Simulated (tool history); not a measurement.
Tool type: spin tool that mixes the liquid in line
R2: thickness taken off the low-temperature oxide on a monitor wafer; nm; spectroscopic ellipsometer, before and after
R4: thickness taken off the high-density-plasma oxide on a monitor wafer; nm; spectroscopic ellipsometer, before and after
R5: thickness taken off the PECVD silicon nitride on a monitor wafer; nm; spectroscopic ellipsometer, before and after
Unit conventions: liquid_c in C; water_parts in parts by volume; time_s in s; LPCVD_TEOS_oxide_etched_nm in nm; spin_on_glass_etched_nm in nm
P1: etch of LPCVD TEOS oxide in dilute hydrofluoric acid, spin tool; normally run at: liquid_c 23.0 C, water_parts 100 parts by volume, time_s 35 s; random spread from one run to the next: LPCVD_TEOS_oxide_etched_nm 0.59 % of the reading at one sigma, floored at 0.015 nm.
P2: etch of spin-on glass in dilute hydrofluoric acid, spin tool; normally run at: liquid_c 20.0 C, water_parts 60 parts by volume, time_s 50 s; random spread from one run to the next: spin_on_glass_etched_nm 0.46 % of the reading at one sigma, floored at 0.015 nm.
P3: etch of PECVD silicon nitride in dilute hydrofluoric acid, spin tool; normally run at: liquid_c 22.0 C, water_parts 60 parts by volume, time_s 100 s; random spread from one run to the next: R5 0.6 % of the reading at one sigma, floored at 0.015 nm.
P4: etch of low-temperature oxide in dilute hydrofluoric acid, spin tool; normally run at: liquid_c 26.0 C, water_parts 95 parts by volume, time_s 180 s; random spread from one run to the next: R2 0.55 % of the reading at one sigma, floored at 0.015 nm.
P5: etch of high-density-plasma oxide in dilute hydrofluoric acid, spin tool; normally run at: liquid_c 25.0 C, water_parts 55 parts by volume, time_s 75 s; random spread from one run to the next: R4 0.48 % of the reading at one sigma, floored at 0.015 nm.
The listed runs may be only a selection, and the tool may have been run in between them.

Run 1, hour 11.7: process P1, liquid_c 23.0 C, water_parts 100 parts by volume, time_s 35 s. Result: LPCVD_TEOS_oxide_etched_nm 5.8157 nm.
Run 2, hour 23.6: process P4, liquid_c 30.0 C, water_parts 95 parts by volume, time_s 180 s. Result: R2 25.801 nm.
Run 3, hour 35.5: process P1, liquid_c 30.0 C, water_parts 100 parts by volume, time_s 50 s. Result: LPCVD_TEOS_oxide_etched_nm 10.8630 nm.
Run 4, hour 48.0: process P1, liquid_c 23.0 C, water_parts 100 parts by volume, time_s 35 s. Result: LPCVD_TEOS_oxide_etched_nm 5.8106 nm.
Run 5, hour 54.7: process P4, liquid_c 26.0 C, water_parts 95 parts by volume, time_s 325 s. Result: R2 40.206 nm.
Run 6, hour 64.3: process P1, liquid_c 23.0 C, water_parts 100 parts by volume, time_s 35 s. Result: LPCVD_TEOS_oxide_etched_nm 5.7542 nm.
Run 7, hour 79.7: process P2, liquid_c 28.5 C, water_parts 60 parts by volume, time_s 50 s. Result: spin_on_glass_etched_nm 70.230 nm.
Run 8, hour 94.2: process P1, liquid_c 17.0 C, water_parts 100 parts by volume, time_s 15 s. Result: LPCVD_TEOS_oxide_etched_nm 1.9615 nm.
Run 9, hour 106.5: process P5, liquid_c 30.0 C, water_parts 55 parts by volume, time_s 75 s. Result: R4 10.1240 nm.
Run 10, hour 119.2: process P1, liquid_c 23.0 C, water_parts 100 parts by volume, time_s 15 s. Result: LPCVD_TEOS_oxide_etched_nm 2.5348 nm.
Run 11, hour 129.3: process P1, liquid_c 23.0 C, water_parts 100 parts by volume, time_s 35 s. Result: LPCVD_TEOS_oxide_etched_nm 5.7968 nm.
At hour 135.7: thermometer replaced.
Run 12, hour 136.7: process P3, liquid_c 22.0 C, water_parts 60 parts by volume, time_s 100 s. Result: R5 4.1363 nm.
At hour 149.3: hydrofluoric acid flow meter replaced.
Run 13, hour 150.0: process P1, liquid_c 23.0 C, water_parts 100 parts by volume, time_s 65 s. Result: LPCVD_TEOS_oxide_etched_nm 10.8260 nm.
Run 14, hour 157.8: process P5, liquid_c 25.0 C, water_parts 55 parts by volume, time_s 75 s. Result: R4 8.2852 nm.
Run 15, hour 169.4: process P1, liquid_c 17.0 C, water_parts 100 parts by volume, time_s 35 s. Result: LPCVD_TEOS_oxide_etched_nm 4.5248 nm.
Run 16, hour 179.8: process P3, liquid_c 22.0 C, water_parts 60 parts by volume, time_s 180 s. Result: R5 7.5025 nm.
Run 17, hour 188.1: process P1, liquid_c 23.0 C, water_parts 45 parts by volume, time_s 35 s. Result: LPCVD_TEOS_oxide_etched_nm 13.8530 nm.
Run 18, hour 201.5: process P1, liquid_c 23.0 C, water_parts 100 parts by volume, time_s 35 s. Result: LPCVD_TEOS_oxide_etched_nm 5.7943 nm.
Run 19, hour 210.5: process P3, liquid_c 18.5 C, water_parts 60 parts by volume, time_s 100 s. Result: R5 3.3011 nm.
Run 20, hour 218.3: process P5, liquid_c 25.0 C, water_parts 55 parts by volume, time_s 125 s. Result: R4 13.6810 nm.
Run 21, hour 227.1: process P1, liquid_c 23.0 C, water_parts 175 parts by volume, time_s 35 s. Result: LPCVD_TEOS_oxide_etched_nm 3.0605 nm.
Run 22, hour 235.4: process P2, liquid_c 20.0 C, water_parts 60 parts by volume, time_s 90 s. Result: spin_on_glass_etched_nm 88.534 nm.
Run 23, hour 242.8: process P3, liquid_c 22.0 C, water_parts 100 parts by volume, time_s 100 s. Result: R5 2.5084 nm.
Run 24, hour 252.4: process P5, liquid_c 25.0 C, water_parts 30 parts by volume, time_s 75 s. Result: R4 15.7880 nm.
Run 25, hour 265.2: process P1, liquid_c 30.0 C, water_parts 100 parts by volume, time_s 50 s. Result: LPCVD_TEOS_oxide_etched_nm 10.9150 nm.
Run 26, hour 277.3: process P2, liquid_c 20.0 C, water_parts 60 parts by volume, time_s 50 s. Result: spin_on_glass_etched_nm 50.010 nm.
Run 27, hour 292.0: process P5, liquid_c 25.0 C, water_parts 55 parts by volume, time_s 75 s. Result: R4 8.3524 nm.
Run 28, hour 301.1: process P4, liquid_c 26.0 C, water_parts 95 parts by volume, time_s 180 s. Result: R2 22.213 nm.
Run 29, hour 315.3: process P1, liquid_c 23.0 C, water_parts 100 parts by volume, time_s 35 s. Result: LPCVD_TEOS_oxide_etched_nm 5.8473 nm.
Run 30, hour 322.5: process P2, liquid_c 20.0 C, water_parts 85 parts by volume, time_s 50 s. Result: spin_on_glass_etched_nm 34.356 nm.
Run 31, hour 331.5: process P4, liquid_c 26.0 C, water_parts 20 parts by volume, time_s 180 s. Result: R2 116.870 nm.
Run 32, hour 344.8: process P1, liquid_c 31.0 C, water_parts 100 parts by volume, time_s 35 s. Result: LPCVD_TEOS_oxide_etched_nm 7.9332 nm.
Run 33, hour 351.6: process P1, liquid_c 23.0 C, water_parts 100 parts by volume, time_s 35 s. Result: LPCVD_TEOS_oxide_etched_nm 5.7472 nm.
Run 34, hour 363.1: process P1, liquid_c 23.0 C, water_parts 100 parts by volume, time_s 35 s. Result: LPCVD_TEOS_oxide_etched_nm 5.6540 nm.
Run 35, hour 371.5: process P1, liquid_c 23.0 C, water_parts 100 parts by volume, time_s 35 s. Result: LPCVD_TEOS_oxide_etched_nm 5.4864 nm.
Run 36, hour 379.6: process P1, liquid_c 23.0 C, water_parts 100 parts by volume, time_s 35 s. Result: LPCVD_TEOS_oxide_etched_nm 5.4046 nm.
Run 37, hour 391.0: process P1, liquid_c 23.0 C, water_parts 100 parts by volume, time_s 35 s. Result: LPCVD_TEOS_oxide_etched_nm 5.3768 nm.
Run 38, hour 406.5: process P1, liquid_c 23.0 C, water_parts 100 parts by volume, time_s 35 s. Result: LPCVD_TEOS_oxide_etched_nm 5.3797 nm.
Run 39, hour 420.9: process P1, liquid_c 23.0 C, water_parts 100 parts by volume, time_s 35 s. Result: LPCVD_TEOS_oxide_etched_nm 5.4144 nm.
Run 40, hour 434.9: process P1, liquid_c 23.0 C, water_parts 100 parts by volume, time_s 35 s. Result: LPCVD_TEOS_oxide_etched_nm 5.3390 nm.

P1 has crept away from where it was. The log is fitted equally well by each of these 2 causes, at the sizes shown:
A: hydrofluoric acid flow below the setpoint (%) = 7.21
B: liquid colder than its thermometer reads (K) = 2.09
The onset of the drift is placed at about hour 351.6.

Which of the 4 check runs listed below separates the causes, so that each cause would produce a clearly different result? Each run uses one wafer, and its results are marked with question marks.
Run check 1, hour 448.9: process P3, liquid_c 22.0 C, water_parts 60 parts by volume, time_s 100 s. Result: R5 ?.
Run check 2, hour 448.9: process P5, liquid_c 25.0 C, water_parts 55 parts by volume, time_s 75 s. Result: R4 ?.
Run check 3, hour 448.9: process P4, liquid_c 26.0 C, water_parts 95 parts by volume, time_s 180 s. Result: R2 ?.
Run check 4, hour 448.9: process P2, liquid_c 20.0 C, water_parts 60 parts by volume, time_s 50 s. Result: spin_on_glass_etched_nm ?.

What each check would give under each cause:
  check                   result    if A    if B
check 1                       R5  3.8651  3.6025
check 2                       R4  7.6450  7.6055
check 3                       R2  20.396  20.436
check 4  spin_on_glass_etched_nm  45.879  45.487
Minimum pairwise separation of causes per check, each pair taken at its best-separating result: check 1 7.04 %; check 2 0.52 %; check 3 0.19 %; check 4 0.86 %
Only check 1 tells the causes apart: in the others they would give nearly the same result.

After running check 1, the following was obtained: R5 3.8953 nm. Which cause does this point to?

It is A: hydrofluoric acid flow below the setpoint (%).
